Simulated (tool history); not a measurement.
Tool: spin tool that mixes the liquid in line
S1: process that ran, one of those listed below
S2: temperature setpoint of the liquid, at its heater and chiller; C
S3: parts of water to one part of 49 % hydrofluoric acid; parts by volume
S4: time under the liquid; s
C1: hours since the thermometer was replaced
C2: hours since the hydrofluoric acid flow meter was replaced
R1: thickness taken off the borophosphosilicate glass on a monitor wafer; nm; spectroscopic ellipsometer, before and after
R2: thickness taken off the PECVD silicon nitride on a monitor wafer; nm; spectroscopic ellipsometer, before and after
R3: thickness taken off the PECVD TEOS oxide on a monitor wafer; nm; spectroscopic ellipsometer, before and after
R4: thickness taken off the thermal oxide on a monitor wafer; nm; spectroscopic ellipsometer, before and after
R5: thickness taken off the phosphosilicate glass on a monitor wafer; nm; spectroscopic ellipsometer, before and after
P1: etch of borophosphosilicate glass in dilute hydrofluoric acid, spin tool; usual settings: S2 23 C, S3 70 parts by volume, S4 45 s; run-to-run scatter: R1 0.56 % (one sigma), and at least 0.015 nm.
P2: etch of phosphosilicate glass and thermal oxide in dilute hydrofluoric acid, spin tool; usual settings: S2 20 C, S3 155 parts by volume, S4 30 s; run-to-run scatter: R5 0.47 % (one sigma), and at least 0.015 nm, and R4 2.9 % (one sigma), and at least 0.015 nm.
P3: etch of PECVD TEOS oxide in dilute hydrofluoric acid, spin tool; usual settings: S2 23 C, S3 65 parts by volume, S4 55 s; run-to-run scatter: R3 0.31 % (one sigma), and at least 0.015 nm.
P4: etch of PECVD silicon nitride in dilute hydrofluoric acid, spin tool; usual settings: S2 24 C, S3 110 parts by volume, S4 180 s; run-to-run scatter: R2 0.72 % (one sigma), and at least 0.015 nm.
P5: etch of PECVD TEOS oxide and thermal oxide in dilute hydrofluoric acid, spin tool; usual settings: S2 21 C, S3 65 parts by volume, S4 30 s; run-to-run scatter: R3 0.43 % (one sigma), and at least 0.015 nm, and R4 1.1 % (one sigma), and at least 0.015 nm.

run 1 hour=13.1 | S1=P1 S2=23 S3=70 S4=45 | C1=428 C2=469.2 | R1=16.239
run 2 hour=30.4 | S1=P4 S2=24 S3=155 S4=180 | C1=445.3 C2=486.5 | R2=2.0911
run 3 hour=47.3 | S1=P3 S2=31 S3=65 S4=55 | C1=462.2 C2=503.4 | R3=16.774
run 4 hour=64.9 | S1=P1 S2=19 S3=70 S4=25 | C1=479.8 C2=521 | R1=7.6343
run 5 hour=76.4 | S1=P5 S2=21 S3=65 S4=30 | C1=491.3 C2=532.5 | R3=12.461 R4=1.9399
run 6 hour=91.5 | S1=P2 S2=25.5 S3=155 S4=30 | C1=506.4 C2=547.6 | R4=0.86921 R5=19.806
run 7 hour=105.6 | S1=P3 S2=23 S3=65 S4=55 | C1=520.5 C2=561.7 | R3=12.123
run 8 hour=116.2 | S1=P1 S2=23 S3=70 S4=45 | C1=531.1 C2=572.3 | R1=16.067
run 9 hour=131.7 | S1=P5 S2=21 S3=65 S4=30 | C1=546.6 C2=587.8 | R3=12.312 R4=1.9047
run 10 hour=142.2 | S1=P3 S2=23 S3=65 S4=15 | C1=557.1 C2=598.3 | R3=3.3302
run 11 hour=158.4 | S1=P4 S2=24 S3=110 S4=285 | C1=573.3 C2=614.5 | R2=4.6964
run 12 hour=166.4 | S1=P1 S2=23 S3=70 S4=45 | C1=581.3 C2=622.5 | R1=16.252
run 13 hour=181.9 | S1=P1 S2=17 S3=70 S4=45 | C1=596.8 C2=638 | R1=12.513
run 14 hour=192.6 | S1=P1 S2=23 S3=70 S4=85 | C1=607.5 C2=648.7 | R1=30.579
run 15 hour=204.4 | S1=P1 S2=23 S3=125 S4=45 | C1=619.3 C2=660.5 | R1=8.3801
run 16 hour=220.5 | S1=P4 S2=24 S3=110 S4=180 | C1=635.4 C2=676.6 | R2=2.9718
run 17 hour=234.6 | S1=P1 S2=23 S3=70 S4=45 | C1=649.5 C2=690.7 | R1=16.049
run 18 hour=243.3 | S1=P5 S2=17 S3=65 S4=30 | C1=658.2 C2=699.4 | R3=10.411 R4=1.6309
run 19 hour=257 | S1=P1 S2=23 S3=70 S4=45 | C1=671.9 C2=713.1 | R1=16.107
run 20 hour=271 | S1=P2 S2=20 S3=25 S4=30 | C1=685.9 C2=727.1 | R4=5.0753 R5=115.5
run 21 hour=287.7 | S1=P1 S2=23 S3=70 S4=25 | C1=702.6 C2=743.8 | R1=8.8659
run 22 hour=298.6 | S1=P3 S2=23 S3=115 S4=55 | C1=713.5 C2=754.7 | R3=6.4877
run 23 hour=312.1 | S1=P4 S2=30.5 S3=110 S4=180 | C1=727 C2=768.2 | R2=4.4303
run 24 hour=321.7 | S1=P1 S2=23 S3=35 S4=45 | C1=736.6 C2=777.8 | R1=33.705
run 25 hour=334.1 | S1=P2 S2=20 S3=155 S4=50 | C1=749 C2=790.2 | R4=1.1644 R5=26.751
run 26 hour=344.5 | S1=P5 S2=21 S3=65 S4=50 | C1=759.4 C2=800.6 | R3=20.664 R4=3.2416
run 27 hour=355.4 | S1=P2 S2=20 S3=155 S4=30 | C1=770.3 C2=811.5 | R4=0.75723 R5=16.02
run 28 hour=371.6 | S1=P1 S2=27 S3=70 S4=45 | C1=786.5 C2=827.7 | R1=19.048
run 29 hour=386.4 | S1=P5 S2=21 S3=95 S4=30 | C1=801.3 C2=842.5 | R3=8.1412 R4=1.2963
run 30 hour=397.9 | S1=P1 S2=23 S3=70 S4=45 | C1=812.8 C2=854 | R1=16.068
run 31 hour=405.7 | S1=P1 S2=23 S3=70 S4=45 | C1=820.6 C2=861.8 | R1=16.304
run 32 hour=420 | S1=P1 S2=23 S3=70 S4=45 | C1=834.9 C2=876.1 | R1=16.587
run 33 hour=437.3 | S1=P1 S2=23 S3=70 S4=45 | C1=852.2 C2=893.4 | R1=16.785
run 34 hour=448.5 | S1=P1 S2=23 S3=70 S4=45 | C1=863.4 C2=904.6 | R1=16.904
run 35 hour=462.7 | S1=P1 S2=23 S3=70 S4=45 | C1=877.6 C2=918.8 | R1=16.96
run 36 hour=476.5 | S1=P1 S2=23 S3=70 S4=45 | C1=891.4 C2=932.6 | R1=17.04
run 37 hour=492.8 | S1=P1 S2=23 S3=70 S4=45 | C1=907.7 C2=948.9 | R1=17.125

The next listed run, before its measurement:
run 38 hour=507.9 | S1=P1 S2=23 S3=70 S4=45 | C1=922.8 C2=964 | R1=?

Run 38 gave R1 16.952 nm.

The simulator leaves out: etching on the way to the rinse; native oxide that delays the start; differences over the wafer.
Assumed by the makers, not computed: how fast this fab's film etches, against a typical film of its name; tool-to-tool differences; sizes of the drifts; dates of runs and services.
